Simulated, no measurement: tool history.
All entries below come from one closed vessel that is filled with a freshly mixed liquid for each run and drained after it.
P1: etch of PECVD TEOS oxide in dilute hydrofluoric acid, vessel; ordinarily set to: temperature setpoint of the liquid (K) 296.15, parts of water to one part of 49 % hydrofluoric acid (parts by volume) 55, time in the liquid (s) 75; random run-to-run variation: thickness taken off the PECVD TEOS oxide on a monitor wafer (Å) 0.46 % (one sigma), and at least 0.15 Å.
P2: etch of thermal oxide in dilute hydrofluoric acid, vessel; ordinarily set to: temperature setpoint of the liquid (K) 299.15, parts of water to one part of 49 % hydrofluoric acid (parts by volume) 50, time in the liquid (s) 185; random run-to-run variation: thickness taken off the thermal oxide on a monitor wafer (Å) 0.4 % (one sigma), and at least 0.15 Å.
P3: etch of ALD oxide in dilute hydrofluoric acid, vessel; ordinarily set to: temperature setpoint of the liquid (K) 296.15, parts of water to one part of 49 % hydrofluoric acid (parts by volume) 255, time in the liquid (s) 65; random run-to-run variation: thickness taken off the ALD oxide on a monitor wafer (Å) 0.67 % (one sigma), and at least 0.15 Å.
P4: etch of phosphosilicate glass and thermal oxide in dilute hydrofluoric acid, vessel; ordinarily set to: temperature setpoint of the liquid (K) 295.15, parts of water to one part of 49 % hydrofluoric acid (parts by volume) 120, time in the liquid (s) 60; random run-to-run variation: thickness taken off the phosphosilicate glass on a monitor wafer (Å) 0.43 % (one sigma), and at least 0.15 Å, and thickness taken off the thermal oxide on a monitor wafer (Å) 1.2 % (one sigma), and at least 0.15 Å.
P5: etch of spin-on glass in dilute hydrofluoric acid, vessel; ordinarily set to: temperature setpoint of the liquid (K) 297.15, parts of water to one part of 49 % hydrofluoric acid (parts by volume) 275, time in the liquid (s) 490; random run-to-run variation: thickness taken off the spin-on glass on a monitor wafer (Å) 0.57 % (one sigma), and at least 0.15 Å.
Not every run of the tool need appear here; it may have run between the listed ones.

run	hour	process that ran	temperature setpoint of the liquid (K)	parts of water to one part of 49 % hydrofluoric acid (parts by volume)	time in the liquid (s)	hours since the thermometer was replaced	hours since the hydrofluoric acid flow meter was replaced	thickness taken off the PECVD TEOS oxide on a monitor wafer (Å)	thickness taken off the ALD oxide on a monitor wafer (Å)	thickness taken off the spin-on glass on a monitor wafer (Å)	thickness taken off the phosphosilicate glass on a monitor wafer (Å)	thickness taken off the thermal oxide on a monitor wafer (Å)
1	5.1	P1	296.15	55	75	1040.0	598.1	263.30				
2	8.1	P3	303.15	255	65	1043.0	601.1		53.964			
3	10.9	P5	297.15	275	230	1045.8	603.9			206.27		
4	13.8	P1	296.15	55	75	1048.7	606.8	264.84				
5	18.3	P3	296.15	90	65	1053.2	611.3		142.670			
6	22.8	P1	303.15	55	75	1057.7	615.8	347.42				
7	27.3	P4	290.15	120	60	1062.2	620.3				716.81	17.076
8	31.7	P4	295.15	120	60	1066.6	624.7				881.29	22.128
9	34.9	P1	296.15	55	75	1069.8	627.9	263.58				
10	37.2	P2	299.15	50	335	1072.1	630.2					380.020
11	41.9	P1	303.15	55	145	1076.8	634.9	679.89				
12	46.3	P2	299.15	50	185	1081.2	639.3					209.280
13	50.1	P2	299.15	85	185	1085.0	643.1					117.950
14	54.3	P3	296.15	255	30	1089.2	647.3		19.535			
15	58.5	P1	296.15	55	30	1093.4	651.5	105.72				
16	63.7	P1	296.15	30	75	1098.6	656.7	501.41				
17	67.8	P5	297.15	275	490	1102.7	660.8			438.24		
18	70.7	P1	290.15	20	75	1105.6	663.7	588.37				
19	76.0	P4	295.15	120	30	1110.9	669.0				440.32	11.050
# hour 77.0: thermometer replaced
20	79.3	P2	295.65	50	185	2.4	672.3					179.950
21	82.3	P1	296.15	55	75	5.4	675.3	263.13				
22	85.9	P4	295.15	180	60	9.0	678.9				545.58	14.089
23	88.7	P5	297.15	435	490	11.8	681.7			238.50		
24	92.9	P1	296.15	85	75	16.0	685.9	166.29				
25	98.0	P4	295.15	120	60	21.1	691.0				873.74	21.922
26	101.7	P1	299.65	55	130	24.8	694.7	529.22				
27	104.2	P1	292.15	55	75	27.3	697.2	223.43				
28	107.0	P1	296.15	55	75	30.1	700.0	264.45				
29	111.3	P3	296.15	255	65	34.4	704.3		41.701			
30	115.5	P1	296.15	55	145	38.6	708.5	507.98				
31	118.2	P2	299.15	50	185	41.3	711.2					209.840
32	123.0	P1	296.15	55	75	46.1	716.0	263.69				
33	126.8	P5	290.15	275	490	49.9	719.8			339.22		

Expected results for the next run?
34	131.0	P1	296.15	55	75	54.1	724.0	?				

thickness taken off the PECVD TEOS oxide on a monitor wafer (Å): 263.74

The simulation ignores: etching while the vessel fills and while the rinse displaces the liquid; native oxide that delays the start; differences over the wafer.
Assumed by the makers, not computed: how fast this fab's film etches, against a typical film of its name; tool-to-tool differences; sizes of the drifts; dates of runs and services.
